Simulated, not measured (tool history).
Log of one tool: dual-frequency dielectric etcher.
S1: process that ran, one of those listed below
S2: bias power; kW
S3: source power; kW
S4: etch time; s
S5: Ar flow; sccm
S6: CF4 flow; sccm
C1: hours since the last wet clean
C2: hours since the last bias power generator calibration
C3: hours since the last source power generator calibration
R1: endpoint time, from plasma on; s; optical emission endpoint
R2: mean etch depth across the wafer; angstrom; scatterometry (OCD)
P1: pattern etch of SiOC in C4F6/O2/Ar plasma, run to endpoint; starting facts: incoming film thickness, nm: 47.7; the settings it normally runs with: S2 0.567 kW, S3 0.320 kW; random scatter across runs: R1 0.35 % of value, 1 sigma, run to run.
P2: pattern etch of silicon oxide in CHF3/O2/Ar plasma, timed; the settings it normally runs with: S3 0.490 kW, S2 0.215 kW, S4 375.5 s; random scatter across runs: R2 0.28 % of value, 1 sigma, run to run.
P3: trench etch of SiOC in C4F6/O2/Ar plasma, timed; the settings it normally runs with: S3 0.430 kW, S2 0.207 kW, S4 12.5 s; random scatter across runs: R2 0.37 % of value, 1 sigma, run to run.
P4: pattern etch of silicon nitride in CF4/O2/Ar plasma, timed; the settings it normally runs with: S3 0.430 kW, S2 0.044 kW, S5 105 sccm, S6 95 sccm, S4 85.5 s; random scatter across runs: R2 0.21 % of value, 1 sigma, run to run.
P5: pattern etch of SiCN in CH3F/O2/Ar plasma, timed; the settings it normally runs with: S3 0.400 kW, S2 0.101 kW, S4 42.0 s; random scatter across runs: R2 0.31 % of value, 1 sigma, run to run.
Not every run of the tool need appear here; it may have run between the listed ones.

run	hour	S1	S2	S3	S4	S5	S6	C1	C2	C3	R1	R2
1	2.7	P1	0.567	0.320				272.9	437.8	1780.3	16.183	
2	6.3	P1	0.567	0.320				276.5	441.4	1783.9	16.217	
3	10.7	P2	0.215	0.490	375.5			280.9	445.8	1788.3		7506.50
4	14.3	P2	0.215	0.490	206.5			284.5	449.4	1791.9		4156.40
5	18.4	P3	0.207	0.430	18.5			288.6	453.5	1796.0		400.02
6	23.6	P4	0.044	0.430	85.5	105	95	293.8	458.7	1801.2		1346.90
7	28.0	P2	0.269	0.490	375.5			298.2	463.1	1805.6		8153.90
# hour 30.6: bias power generator calibrated
8	31.2	P2	0.215	0.490	375.5			301.4	0.6	1808.8		7474.90
9	34.5	P1	0.736	0.250				304.7	3.9	1812.1	15.926	
10	38.0	P4	0.044	0.430	85.5	105	127	308.2	7.4	1815.6		1397.30
11	42.8	P1	0.567	0.430				313.0	12.2	1820.4	14.625	
12	46.9	P4	0.044	0.300	85.5	105	95	317.1	16.3	1824.5		985.52
13	51.7	P1	0.567	0.320				321.9	21.1	1829.3	16.144	
14	54.2	P5	0.101	0.400	25.0			324.4	23.6	1831.8		109.66
15	56.7	P1	0.567	0.250				326.9	26.1	1834.3	17.779	
16	61.8	P3	0.207	0.430	12.5			332.0	31.2	1839.4		271.76
17	64.8	P1	0.711	0.320				335.0	34.2	1842.4	14.869	
18	69.9	P4	0.044	0.430	47.0	105	95	340.1	39.3	1847.5		738.99
19	73.9	P4	0.044	0.430	85.5	105	95	344.1	43.3	1851.5		1350.80
20	76.1	P3	0.207	0.600	12.5			346.3	45.5	1853.7		308.72
21	79.2	P1	0.776	0.400				349.4	48.6	1856.8	13.325	
22	82.7	P1	0.567	0.320				352.9	52.1	1860.3	16.194	
23	85.7	P4	0.031	0.430	85.5	105	95	355.9	55.1	1863.3		1190.10
24	88.2	P5	0.125	0.400	42.0			358.4	57.6	1865.8		199.51
25	91.6	P1	0.567	0.320				361.8	61.0	1869.2	16.243	
26	94.4	P4	0.044	0.430	85.5	141	95	364.6	63.8	1872.0		1294.10
27	97.0	P5	0.101	0.400	42.0			367.2	66.4	1874.6		184.20
28	100.8	P2	0.215	0.320	375.5			371.0	70.2	1878.4		6451.80
29	103.6	P1	0.567	0.320				373.8	73.0	1881.2	16.165	
30	105.8	P1	0.346	0.320				376.0	75.2	1883.4	19.509	
31	109.2	P3	0.146	0.430	12.5			379.4	78.6	1886.8		243.09
32	114.1	P5	0.101	0.240	42.0			384.3	83.5	1891.7		152.94
33	116.7	P1	0.567	0.320				386.9	86.1	1894.3	16.224	
34	119.5	P1	0.567	0.320				389.7	88.9	1897.1	16.192	
35	122.9	P1	0.567	0.320				393.1	92.3	1900.5	16.144	
36	127.5	P1	0.567	0.320				397.7	96.9	1905.1	16.045	

Run 37, settings as shown, results not yet in. Your forecast:
37	132.4	P1	0.567	0.320				402.6	101.8	1910.0	?	

{"run 37": {"R1": 16.005}}
